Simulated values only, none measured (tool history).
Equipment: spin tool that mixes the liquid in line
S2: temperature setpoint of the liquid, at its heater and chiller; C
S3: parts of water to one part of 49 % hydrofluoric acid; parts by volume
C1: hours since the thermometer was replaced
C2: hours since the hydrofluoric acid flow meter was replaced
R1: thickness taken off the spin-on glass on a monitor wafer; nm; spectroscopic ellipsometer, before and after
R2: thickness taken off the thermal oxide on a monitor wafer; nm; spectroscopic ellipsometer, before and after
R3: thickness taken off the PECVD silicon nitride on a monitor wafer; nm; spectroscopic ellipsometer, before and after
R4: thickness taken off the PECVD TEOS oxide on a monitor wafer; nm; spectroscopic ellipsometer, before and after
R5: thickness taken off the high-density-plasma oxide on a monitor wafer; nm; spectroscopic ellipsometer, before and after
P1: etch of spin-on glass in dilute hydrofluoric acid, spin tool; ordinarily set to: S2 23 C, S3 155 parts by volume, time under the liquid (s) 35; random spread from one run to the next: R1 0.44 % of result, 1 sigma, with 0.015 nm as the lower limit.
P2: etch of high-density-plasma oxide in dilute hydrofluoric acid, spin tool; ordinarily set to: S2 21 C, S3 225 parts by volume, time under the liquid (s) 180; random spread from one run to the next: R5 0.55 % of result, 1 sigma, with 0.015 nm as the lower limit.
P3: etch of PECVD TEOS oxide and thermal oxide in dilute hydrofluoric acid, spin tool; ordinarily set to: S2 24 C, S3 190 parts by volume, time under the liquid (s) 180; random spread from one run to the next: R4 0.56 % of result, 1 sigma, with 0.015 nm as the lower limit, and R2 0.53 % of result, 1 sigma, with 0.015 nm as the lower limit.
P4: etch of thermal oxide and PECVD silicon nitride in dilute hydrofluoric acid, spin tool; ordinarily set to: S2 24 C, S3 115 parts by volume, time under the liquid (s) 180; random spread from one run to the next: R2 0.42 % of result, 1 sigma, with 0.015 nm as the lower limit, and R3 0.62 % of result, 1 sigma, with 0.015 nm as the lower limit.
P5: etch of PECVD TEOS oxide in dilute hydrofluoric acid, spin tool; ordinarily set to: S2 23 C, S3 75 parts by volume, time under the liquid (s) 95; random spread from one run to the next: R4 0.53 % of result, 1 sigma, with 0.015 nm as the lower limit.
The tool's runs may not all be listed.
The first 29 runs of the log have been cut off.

{"run": 30, "hour": 373.2, "process that ran": "P1", "S2": 30, "S3": 155, "time under the liquid (s)": 55, "C1": 208.5, "C2": 837.6, "R1": 21.701}
{"run": 31, "hour": 389.9, "process that ran": "P1", "S2": 23, "S3": 155, "time under the liquid (s)": 35, "C1": 225.2, "C2": 854.3, "R1": 10.726}
{"run": 32, "hour": 400.2, "process that ran": "P1", "S2": 23, "S3": 155, "time under the liquid (s)": 35, "C1": 235.5, "C2": 864.6, "R1": 10.386}
{"run": 33, "hour": 409.9, "process that ran": "P1", "S2": 23, "S3": 155, "time under the liquid (s)": 35, "C1": 245.2, "C2": 874.3, "R1": 10.26}
{"run": 34, "hour": 424.2, "process that ran": "P1", "S2": 23, "S3": 155, "time under the liquid (s)": 35, "C1": 259.5, "C2": 888.6, "R1": 10.14}
{"run": 35, "hour": 432.5, "process that ran": "P1", "S2": 23, "S3": 155, "time under the liquid (s)": 35, "C1": 267.8, "C2": 896.9, "R1": 9.9758}
{"run": 36, "hour": 449.3, "process that ran": "P1", "S2": 23, "S3": 155, "time under the liquid (s)": 35, "C1": 284.6, "C2": 913.7, "R1": 9.9373}
{"run": 37, "hour": 465.6, "process that ran": "P1", "S2": 23, "S3": 155, "time under the liquid (s)": 35, "C1": 300.9, "C2": 930, "R1": 9.8575}
{"run": 38, "hour": 477.3, "process that ran": "P1", "S2": 23, "S3": 155, "time under the liquid (s)": 35, "C1": 312.6, "C2": 941.7, "R1": 9.7679}
{"run": 39, "hour": 489.7, "process that ran": "P1", "S2": 23, "S3": 155, "time under the liquid (s)": 35, "C1": 325, "C2": 954.1, "R1": 9.7575}
{"run": 40, "hour": 504.2, "process that ran": "P1", "S2": 23, "S3": 155, "time under the liquid (s)": 35, "C1": 339.5, "C2": 968.6, "R1": 9.7463}
{"run": 41, "hour": 518.7, "process that ran": "P1", "S2": 23, "S3": 155, "time under the liquid (s)": 35, "C1": 354, "C2": 983.1, "R1": 9.8291}

Forecast run 42:
{"run": 42, "hour": 526.7, "process that ran": "P1", "S2": 23, "S3": 155, "time under the liquid (s)": 35, "C1": 362, "C2": 991.1, "R1": "?"}

R1: 9.7619 nm
